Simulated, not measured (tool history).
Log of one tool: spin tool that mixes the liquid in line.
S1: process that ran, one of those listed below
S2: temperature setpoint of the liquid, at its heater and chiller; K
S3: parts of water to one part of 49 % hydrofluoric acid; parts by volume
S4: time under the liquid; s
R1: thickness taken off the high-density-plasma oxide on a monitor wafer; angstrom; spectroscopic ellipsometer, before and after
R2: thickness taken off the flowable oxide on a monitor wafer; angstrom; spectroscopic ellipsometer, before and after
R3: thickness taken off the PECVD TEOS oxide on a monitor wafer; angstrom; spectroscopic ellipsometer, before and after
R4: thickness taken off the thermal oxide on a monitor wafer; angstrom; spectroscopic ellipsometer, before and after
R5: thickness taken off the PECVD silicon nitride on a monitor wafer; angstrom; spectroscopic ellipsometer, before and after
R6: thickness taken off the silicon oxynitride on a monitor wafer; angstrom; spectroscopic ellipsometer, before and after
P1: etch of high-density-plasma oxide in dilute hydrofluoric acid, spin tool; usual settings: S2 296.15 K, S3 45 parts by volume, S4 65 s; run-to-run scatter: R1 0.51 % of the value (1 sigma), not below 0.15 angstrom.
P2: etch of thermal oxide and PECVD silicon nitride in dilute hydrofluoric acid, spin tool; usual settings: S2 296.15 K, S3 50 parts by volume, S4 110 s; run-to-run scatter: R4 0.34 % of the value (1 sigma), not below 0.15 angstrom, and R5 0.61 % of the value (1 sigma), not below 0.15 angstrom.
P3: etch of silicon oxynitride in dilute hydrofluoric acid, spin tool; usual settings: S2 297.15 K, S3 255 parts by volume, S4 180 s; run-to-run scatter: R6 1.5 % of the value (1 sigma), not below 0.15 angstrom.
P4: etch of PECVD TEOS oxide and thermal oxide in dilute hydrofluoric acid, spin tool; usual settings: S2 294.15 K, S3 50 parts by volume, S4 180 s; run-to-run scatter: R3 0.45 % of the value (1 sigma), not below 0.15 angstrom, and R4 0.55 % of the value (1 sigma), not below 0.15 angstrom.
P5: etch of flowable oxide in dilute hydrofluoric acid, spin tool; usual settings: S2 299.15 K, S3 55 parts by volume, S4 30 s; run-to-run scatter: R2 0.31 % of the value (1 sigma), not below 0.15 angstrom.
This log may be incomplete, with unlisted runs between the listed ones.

{"run": 1, "hour": 12.1, "S1": "P1", "S2": 296.15, "S3": 45, "S4": 65, "R1": 101.46}
{"run": 2, "hour": 24.6, "S1": "P1", "S2": 296.15, "S3": 45, "S4": 100, "R1": 155.61}
{"run": 3, "hour": 36.3, "S1": "P5", "S2": 299.15, "S3": 55, "S4": 30, "R2": 208.44}
{"run": 4, "hour": 43.2, "S1": "P1", "S2": 296.15, "S3": 25, "S4": 65, "R1": 185.94}
{"run": 5, "hour": 51.4, "S1": "P4", "S2": 301.65, "S3": 50, "S4": 180, "R3": 582.14, "R4": 231.19}
{"run": 6, "hour": 62.6, "S1": "P5", "S2": 299.15, "S3": 55, "S4": 60, "R2": 419.06}
{"run": 7, "hour": 74.0, "S1": "P2", "S2": 299.65, "S3": 50, "S4": 110, "R4": 125.61, "R5": 50.11}
{"run": 8, "hour": 83.0, "S1": "P4", "S2": 294.15, "S3": 75, "S4": 180, "R3": 277.53, "R4": 108.82}
{"run": 9, "hour": 92.0, "S1": "P1", "S2": 296.15, "S3": 45, "S4": 65, "R1": 100.2}
{"run": 10, "hour": 102.7, "S1": "P3", "S2": 297.15, "S3": 255, "S4": 180, "R6": 16.511}
{"run": 11, "hour": 112.6, "S1": "P5", "S2": 299.15, "S3": 20, "S4": 30, "R2": 604.65}
{"hour": 116.8, "done": "thermometer replaced"}
{"run": 12, "hour": 119.0, "S1": "P1", "S2": 300.15, "S3": 45, "S4": 65, "R1": 118.61}
{"run": 13, "hour": 126.8, "S1": "P2", "S2": 296.15, "S3": 50, "S4": 110, "R4": 108.9, "R5": 40.05}
{"run": 14, "hour": 134.8, "S1": "P1", "S2": 296.15, "S3": 45, "S4": 65, "R1": 100.55}
{"run": 15, "hour": 140.6, "S1": "P1", "S2": 296.15, "S3": 45, "S4": 65, "R1": 100.75}
{"run": 16, "hour": 153.1, "S1": "P1", "S2": 296.15, "S3": 45, "S4": 15, "R1": 23.064}
{"run": 17, "hour": 160.9, "S1": "P3", "S2": 291.65, "S3": 255, "S4": 180, "R6": 12.604}
{"run": 18, "hour": 171.9, "S1": "P3", "S2": 297.15, "S3": 255, "S4": 180, "R6": 16.793}
{"run": 19, "hour": 178.1, "S1": "P5", "S2": 291.65, "S3": 55, "S4": 30, "R2": 152.51}
{"run": 20, "hour": 186.1, "S1": "P4", "S2": 294.15, "S3": 50, "S4": 180, "R3": 424.73, "R4": 170.67}
{"run": 21, "hour": 199.1, "S1": "P3", "S2": 297.15, "S3": 70, "S4": 180, "R6": 69.502}
{"run": 22, "hour": 211.7, "S1": "P1", "S2": 296.15, "S3": 70, "S4": 65, "R1": 62.054}
{"run": 23, "hour": 221.6, "S1": "P4", "S2": 294.15, "S3": 50, "S4": 25, "R3": 59.475, "R4": 23.826}
{"run": 24, "hour": 229.4, "S1": "P2", "S2": 296.15, "S3": 50, "S4": 110, "R4": 108.6, "R5": 40.015}
{"run": 25, "hour": 237.0, "S1": "P2", "S2": 296.15, "S3": 50, "S4": 15, "R4": 15.127, "R5": 5.44}
{"run": 26, "hour": 243.1, "S1": "P3", "S2": 297.15, "S3": 255, "S4": 280, "R6": 25.411}

What will run 27 give?
{"run": 27, "hour": 250.0, "S1": "P1", "S2": 290.15, "S3": 45, "S4": 65, "R1": "?"}

Run 27 measured R1 76.608 angstrom.
